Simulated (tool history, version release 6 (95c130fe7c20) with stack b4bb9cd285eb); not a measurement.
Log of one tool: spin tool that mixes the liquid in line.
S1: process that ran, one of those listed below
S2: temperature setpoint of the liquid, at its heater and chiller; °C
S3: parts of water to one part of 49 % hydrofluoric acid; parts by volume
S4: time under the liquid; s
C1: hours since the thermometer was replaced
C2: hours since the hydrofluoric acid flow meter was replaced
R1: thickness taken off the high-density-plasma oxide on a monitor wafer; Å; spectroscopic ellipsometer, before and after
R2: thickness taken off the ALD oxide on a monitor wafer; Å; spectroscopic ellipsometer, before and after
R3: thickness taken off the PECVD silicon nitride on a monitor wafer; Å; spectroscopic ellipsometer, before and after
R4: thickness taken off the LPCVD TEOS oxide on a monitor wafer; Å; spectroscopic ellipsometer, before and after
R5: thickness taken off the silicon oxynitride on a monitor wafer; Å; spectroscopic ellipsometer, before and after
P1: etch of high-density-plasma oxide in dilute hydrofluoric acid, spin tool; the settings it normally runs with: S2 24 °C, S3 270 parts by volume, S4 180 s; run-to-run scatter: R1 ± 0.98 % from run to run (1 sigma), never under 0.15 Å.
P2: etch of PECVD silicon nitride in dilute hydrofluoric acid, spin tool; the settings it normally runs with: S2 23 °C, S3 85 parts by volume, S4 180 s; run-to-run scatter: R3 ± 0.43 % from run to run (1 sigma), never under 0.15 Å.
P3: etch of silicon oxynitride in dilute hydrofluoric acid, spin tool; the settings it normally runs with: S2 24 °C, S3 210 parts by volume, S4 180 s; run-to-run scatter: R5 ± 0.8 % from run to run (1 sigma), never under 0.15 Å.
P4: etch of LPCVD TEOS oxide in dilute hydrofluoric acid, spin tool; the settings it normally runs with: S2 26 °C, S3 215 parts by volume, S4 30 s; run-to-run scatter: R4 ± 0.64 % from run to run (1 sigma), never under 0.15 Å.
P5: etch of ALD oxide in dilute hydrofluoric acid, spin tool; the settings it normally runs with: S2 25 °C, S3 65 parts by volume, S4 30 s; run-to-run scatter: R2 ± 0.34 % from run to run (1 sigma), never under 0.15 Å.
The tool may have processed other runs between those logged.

{"run": 1, "hour": 8.1, "S1": "P1", "S2": 24, "S3": 270, "S4": 180, "C1": 276.8, "C2": 641.3, "R1": 28.241}
{"run": 2, "hour": 12.1, "S1": "P5", "S2": 25, "S3": 110, "S4": 30, "C1": 280.8, "C2": 645.3, "R2": 51.208}
{"run": 3, "hour": 19.6, "S1": "P5", "S2": 25, "S3": 65, "S4": 30, "C1": 288.3, "C2": 652.8, "R2": 91.77}
{"run": 4, "hour": 27.4, "S1": "P2", "S2": 28.5, "S3": 85, "S4": 180, "C1": 296.1, "C2": 660.6, "R3": 102}
{"run": 5, "hour": 34.9, "S1": "P4", "S2": 26, "S3": 215, "S4": 30, "C1": 303.6, "C2": 668.1, "R4": 51.083}
{"run": 6, "hour": 43.3, "S1": "P1", "S2": 18, "S3": 270, "S4": 180, "C1": 312, "C2": 676.5, "R1": 22.591}
{"run": 7, "hour": 50.9, "S1": "P1", "S2": 24, "S3": 270, "S4": 180, "C1": 319.6, "C2": 684.1, "R1": 28.044}
{"run": 8, "hour": 55.9, "S1": "P1", "S2": 24, "S3": 270, "S4": 180, "C1": 324.6, "C2": 689.1, "R1": 27.446}
{"run": 9, "hour": 63.8, "S1": "P1", "S2": 24, "S3": 115, "S4": 180, "C1": 332.5, "C2": 697, "R1": 78.683}
{"run": 10, "hour": 72.6, "S1": "P1", "S2": 24, "S3": 375, "S4": 180, "C1": 341.3, "C2": 705.8, "R1": 18.46}
{"run": 11, "hour": 78.0, "S1": "P3", "S2": 24, "S3": 210, "S4": 180, "C1": 346.7, "C2": 711.2, "R5": 29.955}
{"run": 12, "hour": 85.2, "S1": "P5", "S2": 25, "S3": 65, "S4": 30, "C1": 353.9, "C2": 718.4, "R2": 91.633}
{"run": 13, "hour": 89.6, "S1": "P1", "S2": 24, "S3": 270, "S4": 180, "C1": 358.3, "C2": 722.8, "R1": 27.934}
{"run": 14, "hour": 93.8, "S1": "P1", "S2": 24, "S3": 270, "S4": 180, "C1": 362.5, "C2": 727, "R1": 28.027}
{"run": 15, "hour": 99.9, "S1": "P3", "S2": 24, "S3": 65, "S4": 180, "C1": 368.6, "C2": 733.1, "R5": 108.37}
{"run": 16, "hour": 104.4, "S1": "P4", "S2": 19, "S3": 215, "S4": 30, "C1": 373.1, "C2": 737.6, "R4": 39.197}
{"run": 17, "hour": 108.4, "S1": "P4", "S2": 26, "S3": 385, "S4": 30, "C1": 377.1, "C2": 741.6, "R4": 24.241}
{"run": 18, "hour": 113.9, "S1": "P3", "S2": 24, "S3": 210, "S4": 50, "C1": 382.6, "C2": 747.1, "R5": 8.4893}
{"run": 19, "hour": 121.5, "S1": "P1", "S2": 24, "S3": 270, "S4": 265, "C1": 390.2, "C2": 754.7, "R1": 40.898}
{"run": 20, "hour": 127.3, "S1": "P2", "S2": 23, "S3": 85, "S4": 180, "C1": 396, "C2": 760.5, "R3": 70.629}
{"run": 21, "hour": 135.2, "S1": "P2", "S2": 23, "S3": 25, "S4": 180, "C1": 403.9, "C2": 768.4, "R3": 232.89}
{"run": 22, "hour": 140.0, "S1": "P3", "S2": 31.5, "S3": 210, "S4": 180, "C1": 408.7, "C2": 773.2, "R5": 41.17}
{"run": 23, "hour": 144.2, "S1": "P1", "S2": 29.5, "S3": 270, "S4": 315, "C1": 412.9, "C2": 777.4, "R1": 59.033}
{"run": 24, "hour": 152.8, "S1": "P4", "S2": 26, "S3": 215, "S4": 30, "C1": 421.5, "C2": 786, "R4": 51.2}
{"run": 25, "hour": 157.8, "S1": "P1", "S2": 30.5, "S3": 270, "S4": 180, "C1": 426.5, "C2": 791, "R1": 34.391}
{"run": 26, "hour": 162.9, "S1": "P1", "S2": 24, "S3": 270, "S4": 180, "C1": 431.6, "C2": 796.1, "R1": 27.659}
{"run": 27, "hour": 168.5, "S1": "P1", "S2": 24, "S3": 270, "S4": 95, "C1": 437.2, "C2": 801.7, "R1": 14.932}
{"run": 28, "hour": 172.8, "S1": "P3", "S2": 24, "S3": 210, "S4": 180, "C1": 441.5, "C2": 806, "R5": 29.945}
{"run": 29, "hour": 180.3, "S1": "P5", "S2": 25, "S3": 65, "S4": 60, "C1": 449, "C2": 813.5, "R2": 184.43}
{"run": 30, "hour": 187.1, "S1": "P4", "S2": 26, "S3": 215, "S4": 55, "C1": 455.8, "C2": 820.3, "R4": 93.862}
{"run": 31, "hour": 194.9, "S1": "P2", "S2": 23, "S3": 85, "S4": 90, "C1": 463.6, "C2": 828.1, "R3": 35.418}
{"run": 32, "hour": 198.9, "S1": "P5", "S2": 33.5, "S3": 65, "S4": 30, "C1": 467.6, "C2": 832.1, "R2": 128.03}
{"run": 33, "hour": 206.5, "S1": "P2", "S2": 23, "S3": 85, "S4": 180, "C1": 475.2, "C2": 839.7, "R3": 70.791}
{"run": 34, "hour": 215.1, "S1": "P1", "S2": 24, "S3": 270, "S4": 180, "C1": 483.8, "C2": 848.3, "R1": 28.346}
{"run": 35, "hour": 220.1, "S1": "P1", "S2": 24, "S3": 270, "S4": 180, "C1": 488.8, "C2": 853.3, "R1": 27.238}
{"run": 36, "hour": 227.4, "S1": "P1", "S2": 24, "S3": 270, "S4": 180, "C1": 496.1, "C2": 860.6, "R1": 26.473}
{"run": 37, "hour": 232.5, "S1": "P1", "S2": 24, "S3": 270, "S4": 180, "C1": 501.2, "C2": 865.7, "R1": 26.001}
{"run": 38, "hour": 240.6, "S1": "P1", "S2": 24, "S3": 270, "S4": 180, "C1": 509.3, "C2": 873.8, "R1": 26.487}
{"run": 39, "hour": 246.8, "S1": "P1", "S2": 24, "S3": 270, "S4": 180, "C1": 515.5, "C2": 880, "R1": 26.66}
{"run": 40, "hour": 251.9, "S1": "P1", "S2": 24, "S3": 270, "S4": 180, "C1": 520.6, "C2": 885.1, "R1": 25.827}

What P1 gives has crept away from where it was. These 2 causes fit the log equally well, each at the size given:
A: liquid colder than its thermometer reads (K) = 2.19
B: hydrofluoric acid flow below the setpoint (%) = 5.96
At approximately hour 215.1, the process output began to creep.

Question marks stand in for the results of the 4 check runs listed below, each run on one wafer. Under which run would the listed causes show clearly different results?
{"run": "check 1", "hour": 257.0, "S1": "P5", "S2": 33, "S3": 100, "S4": 30, "R2": "?"}
{"run": "check 2", "hour": 257.0, "S1": "P3", "S2": 31, "S3": 210, "S4": 95, "R5": "?"}
{"run": "check 3", "hour": 257.0, "S1": "P4", "S2": 26, "S3": 370, "S4": 45, "R4": "?"}
{"run": "check 4", "hour": 257.0, "S1": "P2", "S2": 28, "S3": 50, "S4": 180, "R3": "?"}

Predicted outcomes, by check and by cause:
check=check_1 result=R2 if_A=71.299 if_B=71.99
check=check_2 result=R5 if_A=19.412 if_B=19.759
check=check_3 result=R4 if_A=35.286 if_B=34.887
check=check_4 result=R3 if_A=144.06 if_B=156.67
Minimum pairwise separation of causes per check, each pair taken at its best-separating result: check 1 0.96 %; check 2 1.77 %; check 3 1.14 %; check 4 8.39 %
The other checks would show nearly matching results whichever cause is true, so check 4 is the only one that separates the causes.

Running check 4 produced the following: R3 144.78 Å. Which one of the listed causes fits?

The correct cause is A, namely: liquid colder than its thermometer reads (K).

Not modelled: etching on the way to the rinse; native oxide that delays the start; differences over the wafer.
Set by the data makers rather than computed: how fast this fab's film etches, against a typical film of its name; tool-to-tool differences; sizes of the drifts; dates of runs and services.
